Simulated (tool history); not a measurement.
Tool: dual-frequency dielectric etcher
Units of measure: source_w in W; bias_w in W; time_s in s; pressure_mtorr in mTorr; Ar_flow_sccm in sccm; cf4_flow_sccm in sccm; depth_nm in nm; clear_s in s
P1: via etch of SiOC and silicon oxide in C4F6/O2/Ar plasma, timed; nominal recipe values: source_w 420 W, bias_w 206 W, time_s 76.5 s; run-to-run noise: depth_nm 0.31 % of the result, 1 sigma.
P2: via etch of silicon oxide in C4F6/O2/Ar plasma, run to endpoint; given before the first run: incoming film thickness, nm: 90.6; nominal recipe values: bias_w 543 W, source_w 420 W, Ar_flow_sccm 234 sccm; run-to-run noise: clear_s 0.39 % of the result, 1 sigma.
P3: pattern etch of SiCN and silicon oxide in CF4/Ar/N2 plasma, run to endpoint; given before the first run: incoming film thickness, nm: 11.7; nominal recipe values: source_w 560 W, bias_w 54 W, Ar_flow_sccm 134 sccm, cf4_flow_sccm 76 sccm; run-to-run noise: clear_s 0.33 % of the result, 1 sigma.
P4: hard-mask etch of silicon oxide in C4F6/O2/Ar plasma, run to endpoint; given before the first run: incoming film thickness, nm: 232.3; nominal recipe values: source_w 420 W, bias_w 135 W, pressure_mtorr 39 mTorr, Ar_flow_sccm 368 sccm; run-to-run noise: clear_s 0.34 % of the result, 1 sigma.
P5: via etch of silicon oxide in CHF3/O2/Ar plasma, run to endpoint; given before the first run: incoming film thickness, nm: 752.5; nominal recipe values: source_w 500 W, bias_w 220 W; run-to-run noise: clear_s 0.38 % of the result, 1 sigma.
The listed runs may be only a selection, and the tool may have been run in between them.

run    day  process  source_w  bias_w  time_s  pressure_mtorr  Ar_flow_sccm  cf4_flow_sccm  depth_nm  clear_s
  1  0.275       P1       420     206    76.5                                                 94.545
  2  0.517       P1       290     239    76.5                                                 86.187
  3  0.667       P4       420     135                      39           368                            84.477
  4  0.829       P1       420     206    76.5                                                 94.331
  5  1.071       P2       420     543                                   234                             19.01
  6  1.238       P4       420     189                      39           368                            76.933
  7  1.404       P4       580     135                      39           368                            74.156
  8  1.558       P1       530     206    76.5                                                 102.81
  9  1.788       P3       370      54                                   134             76             18.821
 10  2.062       P1       350     206      96                                                 110.54
 11   2.35       P1       420     292    76.5                                                 105.72
 12  2.629       P1       420     138    76.5                                                 83.046
 13  2.829       P5       590     220                                                                   348.7
 14  2.983       P2       260     543                                   234                            22.571
 15  3.208       P5       500     220                                                                  370.18
 16  3.421       P1       420     206    42.5                                                 52.434
 17  3.696       P1       420     206     112                                                 138.66
     3.754  -- bias power generator calibrated
 18  3.888       P1       420     206    76.5                                                 94.243
 19  4.146       P2       420     543                                   141                            17.861
 20  4.421       P1       280     206    76.5                                                 81.048
 21  4.596       P4       420     135                      39           368                            84.578
 22    4.8       P3       560      75                                   134             76             11.702
 23  5.075       P1       420     206    76.5                                                 94.801
 24  5.254       P4       420     135                      39           275                            82.243
 25    5.5       P1       420     206    76.5                                                 94.363
 26   5.65       P3       560      54                                   102             76             12.491
 27  5.788       P5       500     220                                                                  370.21
 28  6.046       P4       420     135                    26.5           368                            81.015
 29   6.25       P2       420     745                                   234                            16.854
 30  6.392       P5       500     129                                                                   443.9
 31  6.533       P3       560      54                                   134             76             13.054
 32  6.779       P1       420     206    76.5                                                 93.789
 33  7.029       P1       420     130     103                                                 109.41
 34  7.208       P3       560      54                                   134            102             12.345
 35  7.362       P1       420     206    76.5                                                  94.49
 36  7.571       P1       420     206    76.5                                                 95.021
 37  7.704       P1       420     206    76.5                                                 94.528
 38  7.867       P1       420     206    76.5                                                 95.153
     8.033  -- wet clean of the chamber
 39   8.05       P1       420     206    76.5                                                 95.587
 40  8.221       P1       420     206    76.5                                                 95.532
 41  8.475       P1       420     206    76.5                                                  96.08
 42  8.625       P1       420     206    76.5                                                 95.798
 43  8.796       P1       420     206    76.5                                                 95.857
 44  8.958       P1       420     206    76.5                                                 95.245
 45  9.162       P1       420     206    76.5                                                 96.211

Compared with where it was, what P1 gives has crept away. Each cause listed below fits the log as well as the rest, at the size given for it:
A: bias power that arrives over what is set, % = 4.79
B: source power that arrives over what is set, % = 4.11
Onset of the creep was near day 7.362.
What rules out each remaining cause:
chamber walls in a state that raises the etch rate, %: work on it at day 8.033, done after the drift set in, did not restore what the process gave before

4 check runs are offered, each on 2 wafers whose results are averaged, their results left as question marks. Which one tells the causes apart?
check 1  9.367       P5       580     136                                                                       ?
check 2  9.367       P4       580     176                      39           368                                 ?
check 3  9.367       P2       420     692                                   175                                 ?
check 4  9.367       P3       390      54                                   134             76                  ?

What every check run would give for each of its results, assuming each possible cause in turn:
  check   result    if A    if B
check 1  clear_s   404.7   404.4
check 2  clear_s  67.866  67.765
check 3  clear_s  16.404  16.463
check 4  clear_s  17.648  17.298
Minimum pairwise separation of causes per check, each pair taken at its best-separating result: check 1 0.07 %; check 2 0.15 %; check 3 0.36 %; check 4 2.01 %
Check 4 is the one run that separates the causes; every other check would come out nearly the same whichever cause is at work.

After running check 4, the following was obtained: clear_s 17.593 s. Which cause does this point to?

It was cause A: bias power that arrives over what is set, %.
